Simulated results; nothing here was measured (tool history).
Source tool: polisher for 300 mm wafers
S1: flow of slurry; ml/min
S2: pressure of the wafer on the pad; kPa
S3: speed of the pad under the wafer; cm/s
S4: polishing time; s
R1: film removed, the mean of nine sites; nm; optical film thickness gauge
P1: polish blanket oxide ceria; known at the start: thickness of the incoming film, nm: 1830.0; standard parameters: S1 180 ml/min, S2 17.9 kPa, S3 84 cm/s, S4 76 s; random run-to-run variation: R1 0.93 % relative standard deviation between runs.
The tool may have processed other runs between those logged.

run,hour,S1,S2,S3,S4,R1
1,10.5,180,17.9,84,76,279.63
2,20.7,180,17.9,84,35,127.12
3,27.6,180,17.9,84,76,280.32
4,33.3,110,17.9,84,76,257.2
5,41.8,265,17.9,84,76,293.92
6,51.9,180,17.9,38,76,127.07
7,63.2,180,17.9,84,76,277.5
8,69.8,180,22.8,84,104,484.1
9,74.9,180,17.9,84,76,277.87
10,80.5,180,11,84,76,174.89
11,89.7,180,17.9,84,76,276.3
12,95,180,28.3,84,76,442.17
13,104,180,17.9,128,76,426.58
14,109,180,17.9,84,76,282.93
15,116.1,180,17.9,84,96,356.42
16,123.9,180,17.9,84,76,284.09
17,130.1,180,17.9,84,76,270.04
18,138.7,180,17.9,84,76,267.38
19,149.2,180,17.9,84,76,262.3
20,158.1,180,17.9,84,76,258.6
21,166.6,180,17.9,84,76,255.98
# hour 170.6: worn pad replaced by a new one
22,171.7,180,17.9,84,76,253.64
23,181.1,180,17.9,84,76,253.9
24,191.6,180,17.9,84,76,254.39

Something has made what P1 gives creep away from where it was; the 2 causes below, each at its own stated size, fit the log equally well:
A: slurry flow missing at the pad, % = 38.8
B: head's pressure below its setpoint, % = 8.69
The gradual shift began around hour 123.9.
Other possible causes, and why each is ruled out:
removal rate lost through wear of the pad, %: maintenance at hour 170.6, after the shift began, did not return the process to its former output

Of the 4 check runs below, each run on 2 wafers with the results averaged and each result still a question mark, which one would tell the listed causes apart?
check 1,202.1,110,17.9,106,76,?
check 2,202.1,180,17.9,64,40,?
check 3,202.1,180,17.9,38,76,?
check 4,202.1,180,17.9,124,76,?

If the cause were each of the candidates in turn, the checks would give the following:
check,result,if A,if B
check 1,R1,280.01,294.42
check 2,R1,102.5,102.51
check 3,R1,115.63,115.65
check 4,R1,377.31,377.37
Smallest distance between any two causes, each pair judged by its most separating result, in per cent: check 1 5.02 %; check 2 0.02 %; check 3 0.02 %; check 4 0.02 %
The other checks would show nearly matching results whichever cause is true, so check 1 is the only one that separates the causes.

Check 1 was carried out, with these results: R1 293.42 nm. Which of the listed causes is responsible?

It was cause B: head's pressure below its setpoint, %.
